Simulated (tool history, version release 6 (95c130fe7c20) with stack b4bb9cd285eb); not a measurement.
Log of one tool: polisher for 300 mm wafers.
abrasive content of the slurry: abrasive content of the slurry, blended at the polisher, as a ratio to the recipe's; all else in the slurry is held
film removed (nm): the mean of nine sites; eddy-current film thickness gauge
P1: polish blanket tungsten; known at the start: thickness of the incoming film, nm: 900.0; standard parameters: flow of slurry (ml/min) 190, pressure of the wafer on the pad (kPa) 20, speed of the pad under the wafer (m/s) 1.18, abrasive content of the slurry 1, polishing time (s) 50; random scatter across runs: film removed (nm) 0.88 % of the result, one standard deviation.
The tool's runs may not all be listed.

run     day  flow of slurry (ml/min)  pressure of the wafer on the pad (kPa)  speed of the pad under the wafer (m/s)  abrasive content of the slurry  polishing time (s)  film removed (nm)
  1   0.692                      190                                      20                                    1.18                               1                  50              250.9
  2   1.258                      190                                      11                                    1.18                               1                  50             140.99
  3   1.804                      190                                      20                                    1.18                               1                  23             116.09
  4   2.229                      190                                      20                                    1.18                               1                  50             249.04
  5   2.571                      190                                      20                                    1.18                               1                  50             253.43
  6   3.133                      190                                    26.2                                    1.18                               1                  50             334.48
  7   3.862                      190                                      20                                    1.18                               1                  50             251.17
  8   4.233                      190                                      20                                    1.18                               1                  50             255.67
  9   4.617                      265                                      20                                    1.18                             0.8                  50             247.11
 10   5.246                      190                                      20                                    1.18                             0.5                  50             217.83
 11   5.742                      190                                      20                                    1.18                            1.35                  50             269.97
 12     6.3                      190                                      20                                    1.64                               1                  50             347.78
 13     6.8                      190                                      20                                    0.72                               1                  50             152.18
 14   7.246                      290                                      20                                    1.18                               1                  50             269.66
 15   7.662                      190                                      20                                    1.18                               1                  79             396.61
 16   8.212                      115                                      20                                    1.18                               1                  50             226.52
 17   8.825                      190                                      20                                    1.18                               1                  50             249.92
 18   9.483                      190                                      20                                    1.18                               1                  50             250.25
 19   9.842                      190                                      20                                    1.18                               1                  50             242.13
 20  10.567                      190                                      20                                    1.18                               1                  50             240.63
 21  11.208                      190                                      20                                    1.18                               1                  50             233.77
 22  11.583                      190                                      20                                    1.18                               1                  50             236.45
     11.975  -- slurry tank refilled with fresh slurry and peroxide
 23  12.008                      190                                      20                                    1.18                               1                  50             233.98
     12.029  -- head pressure recalibrated
      12.25  -- worn pad replaced by a new one
 24  12.458                      190                                      20                                    1.18                               1                  50             232.65
 25  13.217                      190                                      20                                    1.18                               1                  50             233.63
 26  13.567                      190                                      20                                    1.18                               1                  50             231.21
 27    14.3                      190                                      20                                    1.18                               1                  50             232.35
 28  14.642                      190                                      20                                    1.18                               1                  50             230.58

P1 no longer gives what it gave before; its output has crept away from where it was. The following 2 causes, each at its listed size, fit the log equally well:
A: slurry flow missing at the pad, % = 38.1
B: abrasive missing from the slurry, % = 30.4
At approximately day 8.825, the process output began to creep.
Other possible causes, and why each is ruled out:
removal rate lost through wear of the pad, %: maintenance at day 12.25, after the shift began, did not return the process to its former output
head's pressure below its setpoint, %: maintenance at day 12.029, after the shift began, did not return the process to its former output
peroxide lost from the slurry, %: maintenance at day 11.975, after the shift began, did not return the process to its former output

You are offered 4 check runs, listed below with question marks in place of their results; each one averages 2 wafers. Which run separates the listed causes by giving clearly different results for each?
check 1  14.983                      190                                      20                                    1.18                             1.2                  77                  ?
check 2  14.983                      190                                      20                                    1.18                            0.55                  26                  ?
check 3  14.983                      190                                    24.8                                    1.18                             0.5                  50                  ?
check 4  14.983                      115                                      20                                    1.18                               1                  50                  ?

If the cause were each of the candidates in turn, the checks would give the following:
  check             result    if A    if B
check 1  film removed (nm)  373.12  372.52
check 2  film removed (nm)  105.16  105.71
check 3  film removed (nm)  245.82  247.31
check 4  film removed (nm)  202.34   212.2
Smallest distance between any two causes, each pair judged by its most separating result, in per cent: check 1 0.16 %; check 2 0.52 %; check 3 0.6 %; check 4 4.76 %
Only in check 4 would the causes give clearly different results; in the remaining checks their results would be nearly the same.

Check 4 was then run and gave: film removed (nm) 201.57. Which cause is it?

A is the cause: slurry flow missing at the pad, %.
